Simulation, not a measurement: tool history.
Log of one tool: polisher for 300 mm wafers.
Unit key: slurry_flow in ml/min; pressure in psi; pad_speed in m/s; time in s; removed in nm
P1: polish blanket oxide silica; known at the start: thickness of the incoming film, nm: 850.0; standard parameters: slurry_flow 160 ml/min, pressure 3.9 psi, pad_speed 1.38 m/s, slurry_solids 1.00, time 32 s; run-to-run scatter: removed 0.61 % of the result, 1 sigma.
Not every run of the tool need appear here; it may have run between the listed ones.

run	hour	slurry_flow	pressure	pad_speed	slurry_solids	time	wafers polished on this pad	hours since the slurry nozzle was cleaned	hours since the head pressure was calibrated	hours since the slurry blender was calibrated	hours since the conditioning disc was replaced	removed
1	8.3	160	3.9	1.38	1.00	32	1098	291.8	207.0	133.7	88.2	93.501
2	20.9	160	3.9	1.76	1.00	32	1185	304.4	219.6	146.3	100.8	112.820
3	30.2	160	3.9	1.38	1.00	32	1249	313.7	228.9	155.6	110.1	93.752
4	45.8	160	3.9	1.38	1.00	32	1356	329.3	244.5	171.2	125.7	94.146
5	53.4	160	2.3	1.38	1.00	32	1408	336.9	252.1	178.8	133.3	55.240
6	63.6	160	3.9	1.38	1.00	40	1479	347.1	262.3	189.0	143.5	116.950
7	76.3	160	6.0	1.38	1.00	32	1566	359.8	275.0	201.7	156.2	143.160
8	91.7	160	2.4	1.38	1.00	47	1672	375.2	290.4	217.1	171.6	84.271
9	106.2	160	3.9	1.38	0.60	32	1772	389.7	304.9	231.6	186.1	71.833
10	120.7	160	3.9	1.38	1.45	32	1871	404.2	319.4	246.1	200.6	109.040
11	133.0	160	3.9	1.38	1.00	32	1956	416.5	331.7	258.4	212.9	93.770
12	146.9	245	3.9	1.38	1.00	32	2052	430.4	345.6	272.3	226.8	98.827
13	160.6	160	3.9	1.38	1.00	32	2146	444.1	359.3	286.0	240.5	93.170
14	174.6	160	3.9	1.38	1.00	14	2242	458.1	373.3	300.0	254.5	41.153
15	184.7	160	3.9	0.62	1.00	32	2312	468.2	383.4	310.1	264.6	49.401
16	197.1	160	3.9	1.38	1.00	32	2397	480.6	395.8	322.5	277.0	93.402
17	207.4	105	3.9	1.38	1.00	32	2468	490.9	406.1	332.8	287.3	85.496
18	216.6	160	3.9	1.38	1.00	32	2531	500.1	415.3	342.0	296.5	93.719
19	224.0	160	3.9	1.38	1.00	32	2582	507.5	422.7	349.4	303.9	89.501
20	236.6	160	3.9	1.38	1.00	32	2668	520.1	435.3	362.0	316.5	85.607
# hour 241.0: conditioning disc replaced and pad reconditioned
# hour 241.4: slurry nozzle cleaned
# hour 243.4: head pressure recalibrated
21	245.4	160	3.9	1.38	1.00	32	2729	4.0	2.1	370.8	4.5	84.216
22	256.1	160	3.9	1.38	1.00	32	2803	14.7	12.8	381.5	15.2	84.234
23	269.9	160	3.9	1.38	1.00	32	2897	28.5	26.6	395.3	29.0	82.971
24	277.8	160	3.9	1.38	1.00	32	2952	36.4	34.5	403.2	36.9	82.113

What P1 gives has crept off from where it sat before. The 2 causes that follow fit the log equally well, each at the size noted:
A: abrasive missing from the slurry, % = 22
B: removal rate lost through wear of the pad, % = 11.4
The process output started creeping at around hour 216.6.
What rules out each remaining cause:
slurry flow missing at the pad, %: work on it at hour 241.4, done after the drift set in, did not restore what the process gave before
head's pressure below its setpoint, %: work on it at hour 243.4, done after the drift set in, did not restore what the process gave before
time polished since the conditioner stopped cutting, s: work on it at hour 241.0, done after the drift set in, did not restore what the process gave before

4 check runs are offered, each on 5 wafers whose results are averaged, their results left as question marks. Which one tells the causes apart?
check 1	285.7	225	3.9	1.38	1.00	22						?
check 2	285.7	160	5.8	1.04	1.00	32						?
check 3	285.7	110	3.9	0.62	1.00	32						?
check 4	285.7	220	3.9	1.38	1.45	32						?

Expected result of each check under each candidate cause:
check	result	if A	if B
check 1	removed	59.880	59.855
check 2	removed	98.479	98.439
check 3	removed	40.690	40.674
check 4	removed	103.450	101.090
Separation of the two closest causes in each check, using whichever result separates them best: check 1 0.04 %; check 2 0.04 %; check 3 0.04 %; check 4 2.31 %
Check 4 tells the causes apart: in the others they would give nearly the same result.

Here is what check 4 returned: removed 101.090 nm. Which cause is it?

Of the candidate causes, it is B: removal rate lost through wear of the pad, %.

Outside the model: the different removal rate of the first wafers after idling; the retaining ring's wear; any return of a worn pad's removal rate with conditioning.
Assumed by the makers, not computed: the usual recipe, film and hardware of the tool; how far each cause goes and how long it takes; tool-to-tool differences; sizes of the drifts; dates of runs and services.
